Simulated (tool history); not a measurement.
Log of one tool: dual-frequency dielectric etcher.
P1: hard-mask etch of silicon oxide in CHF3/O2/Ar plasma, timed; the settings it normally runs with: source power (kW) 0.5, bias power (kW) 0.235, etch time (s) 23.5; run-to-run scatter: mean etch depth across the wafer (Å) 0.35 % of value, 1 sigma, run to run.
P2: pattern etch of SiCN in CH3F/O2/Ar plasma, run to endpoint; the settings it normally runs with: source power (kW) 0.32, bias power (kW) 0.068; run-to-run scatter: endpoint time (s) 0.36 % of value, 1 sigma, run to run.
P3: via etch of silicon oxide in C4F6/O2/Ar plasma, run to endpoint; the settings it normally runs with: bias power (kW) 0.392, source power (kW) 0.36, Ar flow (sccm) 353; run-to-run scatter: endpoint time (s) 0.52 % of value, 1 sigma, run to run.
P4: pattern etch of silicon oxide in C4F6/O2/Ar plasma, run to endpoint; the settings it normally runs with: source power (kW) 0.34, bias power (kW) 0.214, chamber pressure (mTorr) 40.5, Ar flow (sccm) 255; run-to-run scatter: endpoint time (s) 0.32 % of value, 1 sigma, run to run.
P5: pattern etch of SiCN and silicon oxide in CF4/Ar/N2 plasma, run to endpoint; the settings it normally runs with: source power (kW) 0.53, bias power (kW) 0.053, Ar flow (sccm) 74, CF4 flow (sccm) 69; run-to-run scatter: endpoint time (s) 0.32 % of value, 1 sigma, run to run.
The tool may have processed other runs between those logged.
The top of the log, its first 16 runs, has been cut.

run,hour,process that ran,source power (kW),bias power (kW),etch time (s),Ar flow (sccm),CF4 flow (sccm),chamber pressure (mTorr),hours since the last wet clean,hours since the last source power generator calibration,hours since the last bias power generator calibration,mean etch depth across the wafer (Å),endpoint time (s)
17,152.3,P1,0.5,0.284,23.5,,,,119,1390.9,814.1,527.62,
18,158.6,P1,0.63,0.235,28,,,,125.3,1397.2,820.4,638.79,
# hour 169.1: bias power generator calibrated
19,170.8,P1,0.5,0.142,33,,,,137.5,1409.4,1.7,580.61,
20,176.7,P5,0.53,0.07,,74,69,,143.4,1415.3,7.6,,15.49
21,183.8,P1,0.5,0.235,23.5,,,,150.5,1422.4,14.7,492.29,
22,195.1,P3,0.43,0.392,,353,,,161.8,1433.7,26,,42.692
23,205.6,P4,0.34,0.214,,304,,40.5,172.3,1444.2,36.5,,8.9404
24,213.4,P1,0.5,0.235,23.5,,,,180.1,1452,44.3,492.8,
25,221.9,P1,0.5,0.235,23.5,,,,188.6,1460.5,52.8,491.88,
26,231.6,P2,0.32,0.068,,,,,198.3,1470.2,62.5,,17.221
27,243.4,P5,0.63,0.053,,74,69,,210.1,1482,74.3,,14.353
28,250.2,P3,0.36,0.392,,467,,,216.9,1488.8,81.1,,46.646
29,259.5,P3,0.36,0.392,,353,,,226.2,1498.1,90.4,,45.332
30,271.4,P5,0.53,0.053,,90,69,,238.1,1510,102.3,,17.259
31,278.1,P4,0.34,0.214,,255,,40.5,244.8,1516.7,109,,8.758
32,289.2,P4,0.34,0.281,,255,,40.5,255.9,1527.8,120.1,,8.0376
33,297.8,P4,0.45,0.214,,255,,40.5,264.5,1536.4,128.7,,7.8663
34,304.2,P3,0.36,0.541,,353,,,270.9,1542.8,135.1,,39.902
35,316.9,P2,0.32,0.045,,,,,283.6,1555.5,147.8,,19.792
36,324.4,P1,0.5,0.235,23.5,,,,291.1,1563,155.3,489.33,
37,331.6,P1,0.5,0.235,23.5,,,,298.3,1570.2,162.5,491.08,
38,339.6,P1,0.5,0.235,23.5,,,,306.3,1578.2,170.5,483.51,
39,351.4,P1,0.5,0.235,23.5,,,,318.1,1590,182.3,482.38,

Run 40, settings as shown, results not yet in. Your forecast:
40,361,P1,0.5,0.235,23.5,,,,327.7,1599.6,191.9,?,

Run 40 produced mean etch depth across the wafer (Å) 486.18.

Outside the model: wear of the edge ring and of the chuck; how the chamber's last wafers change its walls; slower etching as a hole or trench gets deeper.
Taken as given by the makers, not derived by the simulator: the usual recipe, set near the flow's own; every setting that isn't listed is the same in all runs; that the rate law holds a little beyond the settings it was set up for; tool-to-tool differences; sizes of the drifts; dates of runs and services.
